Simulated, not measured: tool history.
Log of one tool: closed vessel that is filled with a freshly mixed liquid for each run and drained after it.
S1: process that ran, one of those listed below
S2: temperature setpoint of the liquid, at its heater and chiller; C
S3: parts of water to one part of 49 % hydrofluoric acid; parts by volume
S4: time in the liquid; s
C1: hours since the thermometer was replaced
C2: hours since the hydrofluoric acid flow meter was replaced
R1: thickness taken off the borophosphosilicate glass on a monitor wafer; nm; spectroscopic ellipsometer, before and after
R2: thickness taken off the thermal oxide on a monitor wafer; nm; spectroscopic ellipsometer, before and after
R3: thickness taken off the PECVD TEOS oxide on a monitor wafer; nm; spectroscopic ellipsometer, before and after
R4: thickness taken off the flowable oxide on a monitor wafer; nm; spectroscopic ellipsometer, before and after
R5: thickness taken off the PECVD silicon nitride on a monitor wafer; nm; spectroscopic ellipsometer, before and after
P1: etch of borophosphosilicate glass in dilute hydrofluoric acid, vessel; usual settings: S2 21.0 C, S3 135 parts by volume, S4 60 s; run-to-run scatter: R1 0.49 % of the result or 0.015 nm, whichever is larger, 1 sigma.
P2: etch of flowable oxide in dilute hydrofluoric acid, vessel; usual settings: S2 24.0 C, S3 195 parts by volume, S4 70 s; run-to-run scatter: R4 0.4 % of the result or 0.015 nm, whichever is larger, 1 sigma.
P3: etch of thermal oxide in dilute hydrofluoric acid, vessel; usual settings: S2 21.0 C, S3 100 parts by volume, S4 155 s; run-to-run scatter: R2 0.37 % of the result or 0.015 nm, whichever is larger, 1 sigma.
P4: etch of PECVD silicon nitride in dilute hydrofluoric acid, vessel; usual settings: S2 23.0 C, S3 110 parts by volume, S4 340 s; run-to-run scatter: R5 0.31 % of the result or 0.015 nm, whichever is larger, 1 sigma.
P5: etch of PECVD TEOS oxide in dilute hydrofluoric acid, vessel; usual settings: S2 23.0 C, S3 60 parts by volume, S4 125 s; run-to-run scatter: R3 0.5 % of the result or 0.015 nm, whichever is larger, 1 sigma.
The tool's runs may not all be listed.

run 1 day=0.208 | S1=P1 S2=21.0 S3=135 S4=60 | C1=486.4 C2=817.4 | R1=28.002
run 2 day=0.312 | S1=P3 S2=21.0 S3=100 S4=155 | C1=488.9 C2=819.9 | R2=6.7183
run 3 day=0.517 | S1=P1 S2=21.0 S3=135 S4=30 | C1=493.8 C2=824.8 | R1=13.867
run 4 day=0.667 | S1=P5 S2=23.0 S3=60 S4=125 | C1=497.4 C2=828.4 | R3=54.798
run 5 day=0.846 | S1=P1 S2=21.0 S3=135 S4=115 | C1=501.7 C2=832.7 | R1=52.993
run 6 day=0.983 | S1=P2 S2=24.0 S3=195 S4=30 | C1=505.0 C2=836.0 | R4=6.6019
run 7 day=1.083 | S1=P1 S2=21.0 S3=135 S4=60 | C1=507.4 C2=838.4 | R1=27.916
run 8 day=1.300 | S1=P4 S2=31.0 S3=110 S4=340 | C1=512.6 C2=843.6 | R5=21.796
run 9 day=1.488 | S1=P3 S2=27.0 S3=100 S4=155 | C1=517.1 C2=848.1 | R2=8.5687
run 10 day=1.671 | S1=P1 S2=21.0 S3=250 S4=60 | C1=521.5 C2=852.5 | R1=13.212
run 11 day=1.850 | S1=P4 S2=23.0 S3=110 S4=340 | C1=525.8 C2=856.8 | R5=13.039
run 12 day=2.054 | S1=P4 S2=23.0 S3=65 S4=340 | C1=530.7 C2=861.7 | R5=21.815
run 13 day=2.262 | S1=P1 S2=28.5 S3=55 S4=60 | C1=535.7 C2=866.7 | R1=100.900
run 14 day=2.417 | S1=P1 S2=21.0 S3=25 S4=60 | C1=539.4 C2=870.4 | R1=169.460
run 15 day=2.542 | S1=P1 S2=21.0 S3=135 S4=60 | C1=542.4 C2=873.4 | R1=27.709
run 16 day=2.658 | S1=P1 S2=28.0 S3=135 S4=60 | C1=545.2 C2=876.2 | R1=36.216
run 17 day=2.850 | S1=P3 S2=21.0 S3=185 S4=155 | C1=549.8 C2=880.8 | R2=3.2976
run 18 day=3.021 | S1=P1 S2=17.0 S3=135 S4=60 | C1=553.9 C2=884.9 | R1=23.555
run 19 day=3.204 | S1=P1 S2=21.0 S3=135 S4=60 | C1=558.3 C2=889.3 | R1=27.690
run 20 day=3.408 | S1=P3 S2=21.0 S3=100 S4=305 | C1=563.2 C2=894.2 | R2=13.2080
run 21 day=3.508 | S1=P1 S2=28.5 S3=80 S4=60 | C1=565.6 C2=896.6 | R1=66.974
run 22 day=3.642 | S1=P2 S2=32.5 S3=195 S4=70 | C1=568.8 C2=899.8 | R4=20.9130
run 23 day=3.829 | S1=P5 S2=23.0 S3=60 S4=225 | C1=573.3 C2=904.3 | R3=99.679
run 24 day=4.012 | S1=P2 S2=24.0 S3=30 S4=70 | C1=577.7 C2=908.7 | R4=122.3800
run 25 day=4.204 | S1=P1 S2=21.0 S3=135 S4=60 | C1=582.3 C2=913.3 | R1=27.908
run 26 day=4.400 | S1=P5 S2=23.0 S3=95 S4=125 | C1=587.0 C2=918.0 | R3=33.445
run 27 day=4.600 | S1=P3 S2=21.0 S3=100 S4=155 | C1=591.8 C2=922.8 | R2=6.7447
run 28 day=4.754 | S1=P2 S2=24.0 S3=195 S4=70 | C1=595.5 C2=926.5 | R4=15.4090
run 29 day=4.871 | S1=P5 S2=26.5 S3=60 S4=125 | C1=598.3 C2=929.3 | R3=63.594
run 30 day=5.075 | S1=P4 S2=23.0 S3=110 S4=660 | C1=603.2 C2=934.2 | R5=25.309
run 31 day=5.258 | S1=P1 S2=21.0 S3=35 S4=95 | C1=607.6 C2=938.6 | R1=189.710
run 32 day=5.433 | S1=P2 S2=24.0 S3=195 S4=70 | C1=611.8 C2=942.8 | R4=15.4510

Forecast run 33:
run 33 day=5.529 | S1=P1 S2=21.0 S3=135 S4=60 | C1=614.1 C2=945.1 | R1=?

Run 33 gave R1 27.885 nm.
